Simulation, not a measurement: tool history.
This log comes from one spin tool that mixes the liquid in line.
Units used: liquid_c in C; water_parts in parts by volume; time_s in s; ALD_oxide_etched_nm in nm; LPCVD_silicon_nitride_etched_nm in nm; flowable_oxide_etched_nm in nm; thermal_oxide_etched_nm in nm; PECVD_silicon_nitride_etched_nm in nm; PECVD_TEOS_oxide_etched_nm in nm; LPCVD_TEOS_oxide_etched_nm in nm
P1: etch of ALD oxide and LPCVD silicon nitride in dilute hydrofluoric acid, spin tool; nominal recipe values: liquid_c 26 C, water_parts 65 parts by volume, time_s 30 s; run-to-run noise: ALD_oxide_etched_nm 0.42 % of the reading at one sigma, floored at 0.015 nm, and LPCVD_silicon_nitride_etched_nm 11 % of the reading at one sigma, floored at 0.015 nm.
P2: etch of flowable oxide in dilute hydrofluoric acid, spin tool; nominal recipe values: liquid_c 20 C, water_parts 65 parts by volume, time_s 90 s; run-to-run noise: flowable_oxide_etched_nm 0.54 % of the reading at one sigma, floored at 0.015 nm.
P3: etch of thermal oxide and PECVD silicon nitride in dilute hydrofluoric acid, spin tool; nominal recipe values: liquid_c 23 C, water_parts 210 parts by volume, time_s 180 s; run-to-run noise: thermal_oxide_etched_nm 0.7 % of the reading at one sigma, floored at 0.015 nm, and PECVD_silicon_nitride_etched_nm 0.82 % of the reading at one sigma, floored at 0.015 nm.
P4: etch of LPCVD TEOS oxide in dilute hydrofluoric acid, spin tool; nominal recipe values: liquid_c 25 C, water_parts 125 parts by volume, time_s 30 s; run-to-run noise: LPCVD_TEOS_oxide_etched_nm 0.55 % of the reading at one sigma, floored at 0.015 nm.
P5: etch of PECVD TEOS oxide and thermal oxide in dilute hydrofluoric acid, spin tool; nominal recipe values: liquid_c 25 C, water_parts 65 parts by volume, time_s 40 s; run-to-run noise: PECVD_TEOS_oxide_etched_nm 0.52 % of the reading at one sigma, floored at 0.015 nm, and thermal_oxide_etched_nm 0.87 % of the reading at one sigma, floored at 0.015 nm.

run,day,process,liquid_c,water_parts,time_s,hours since the thermometer was replaced,hours since the hydrofluoric acid flow meter was replaced,ALD_oxide_etched_nm,LPCVD_silicon_nitride_etched_nm,flowable_oxide_etched_nm,thermal_oxide_etched_nm,PECVD_silicon_nitride_etched_nm,PECVD_TEOS_oxide_etched_nm,LPCVD_TEOS_oxide_etched_nm
1,0.488,P1,26,65,30,1462.5,356.9,14.102,0.2004,,,,,
2,0.921,P1,21,65,55,1472.9,367.3,21.248,0.28839,,,,,
3,1.333,P1,26,65,30,1482.8,377.2,14.118,0.23108,,,,,
4,1.717,P2,20,65,90,1492,386.4,,,28.932,,,,
5,2.371,P1,19,95,30,1507.7,402.1,7.019,0.13017,,,,,
6,2.996,P2,17,65,90,1522.7,417.1,,,25.576,,,,
7,3.446,P3,30.5,210,180,1533.5,427.9,,,,4.6785,4.3114,,
8,4.121,P5,25,100,40,1549.7,444.1,,,,1.9004,,12.058,
9,4.775,P1,18,65,30,1565.4,459.8,10.194,0.14611,,,,,
10,5.429,P3,23,210,180,1581.1,475.5,,,,3.5643,2.7709,,
11,6.158,P1,26,65,30,1598.6,493,14.241,0.23307,,,,,
12,6.775,P5,25,65,40,1613.4,507.8,,,,3.099,,19.396,
13,7.171,P1,26,65,45,1622.9,517.3,21.266,0.36363,,,,,
14,7.588,P4,25,125,30,1632.9,527.3,,,,,,,14.09
15,8.212,P1,26,65,30,1647.9,542.3,14.096,0.25272,,,,,
16,8.704,P1,26,20,30,1659.7,554.1,48.96,0.8207,,,,,
17,9.075,P1,26,65,30,1668.6,563,14.13,0.24358,,,,,
18,9.538,P5,25,65,15,1679.7,574.1,,,,1.163,,7.3364,
19,10.038,P1,26,95,30,1691.7,586.1,9.2764,0.15508,,,,,
20,10.4,P2,20,65,150,1700.4,594.8,,,48.546,,,,
# day 11.038: hydrofluoric acid flow meter replaced
21,11.088,P4,25,220,30,1716.9,1.2,,,,,,,7.2765
22,11.6,P3,23,210,345,1729.2,13.5,,,,6.8532,5.2674,,
23,12.2,P1,29.5,65,30,1743.6,27.9,16.303,0.26202,,,,,
24,12.821,P4,25,125,30,1758.5,42.8,,,,,,,14.195
25,13.154,P5,20,65,40,1766.5,50.8,,,,2.5135,,15.763,
26,13.779,P3,23,60,180,1781.5,65.8,,,,14.92,9.4761,,
27,14.362,P4,19.5,125,30,1795.5,79.8,,,,,,,11.598
28,14.975,P4,25,125,45,1810.2,94.5,,,,,,,21.463
29,15.567,P1,26,65,15,1824.4,108.7,7.0803,0.099645,,,,,
30,16.129,P2,20,100,90,1837.9,122.2,,,18.216,,,,
31,16.738,P1,26,65,30,1852.5,136.8,14.165,0.23063,,,,,
32,17.475,P1,26,65,30,1870.2,154.5,14.76,0.23674,,,,,
33,17.858,P1,26,65,30,1879.4,163.7,14.76,0.22874,,,,,
34,18.317,P1,26,65,30,1890.4,174.7,14.925,0.21536,,,,,
35,18.7,P1,26,65,30,1899.6,183.9,15.068,0.24128,,,,,
36,19.05,P1,26,65,30,1908,192.3,15.072,0.22085,,,,,
37,19.488,P1,26,65,30,1918.5,202.8,15.101,0.19787,,,,,
38,19.875,P1,26,65,30,1927.8,212.1,15.15,0.25731,,,,,
39,20.271,P1,26,65,30,1937.3,221.6,15.191,0.19775,,,,,

What P1 gives has crept off from where it sat before. The 2 causes that follow fit the log equally well, each at the size noted:
A: liquid hotter than its thermometer reads (K) = 1.71
B: hydrofluoric acid flow above the setpoint (%) = 6.43
Creep in the process output first set in at about day 16.738.

Which of the check runs below tells the causes apart, meaning the causes would give it clearly different results? Each run uses 3 wafers whose results are averaged, and each result is shown as a question mark.
check 1,20.667,P5,25,65,40,,,,,,?,,?,
check 2,20.667,P3,23,210,180,,,,,,?,?,,
check 3,20.667,P4,25,125,30,,,,,,,,,?
check 4,20.667,P2,20,65,90,,,,,?,,,,

Check results expected under each cause:
check,result,if A,if B
check 1,thermal_oxide_etched_nm,3.3184,3.3155
check 1,PECVD_TEOS_oxide_etched_nm,20.826,20.807
check 2,thermal_oxide_etched_nm,3.795,3.8437
check 2,PECVD_silicon_nitride_etched_nm,3.0792,2.9394
check 3,LPCVD_TEOS_oxide_etched_nm,15.149,15.243
check 4,flowable_oxide_etched_nm,31.318,31.181
Gap, in per cent, between the two causes that each check separates least, read from the result that separates them most: check 1 0.09 %; check 2 4.65 %; check 3 0.61 %; check 4 0.44 %
The causes can be told apart only by check 2. The other checks would give nearly the same results under each of them.

Check 2 was carried out, with these results: thermal_oxide_etched_nm 3.8303 nm; PECVD_silicon_nitride_etched_nm 2.948 nm. Which of the listed causes is responsible?

B is the cause: hydrofluoric acid flow above the setpoint (%).

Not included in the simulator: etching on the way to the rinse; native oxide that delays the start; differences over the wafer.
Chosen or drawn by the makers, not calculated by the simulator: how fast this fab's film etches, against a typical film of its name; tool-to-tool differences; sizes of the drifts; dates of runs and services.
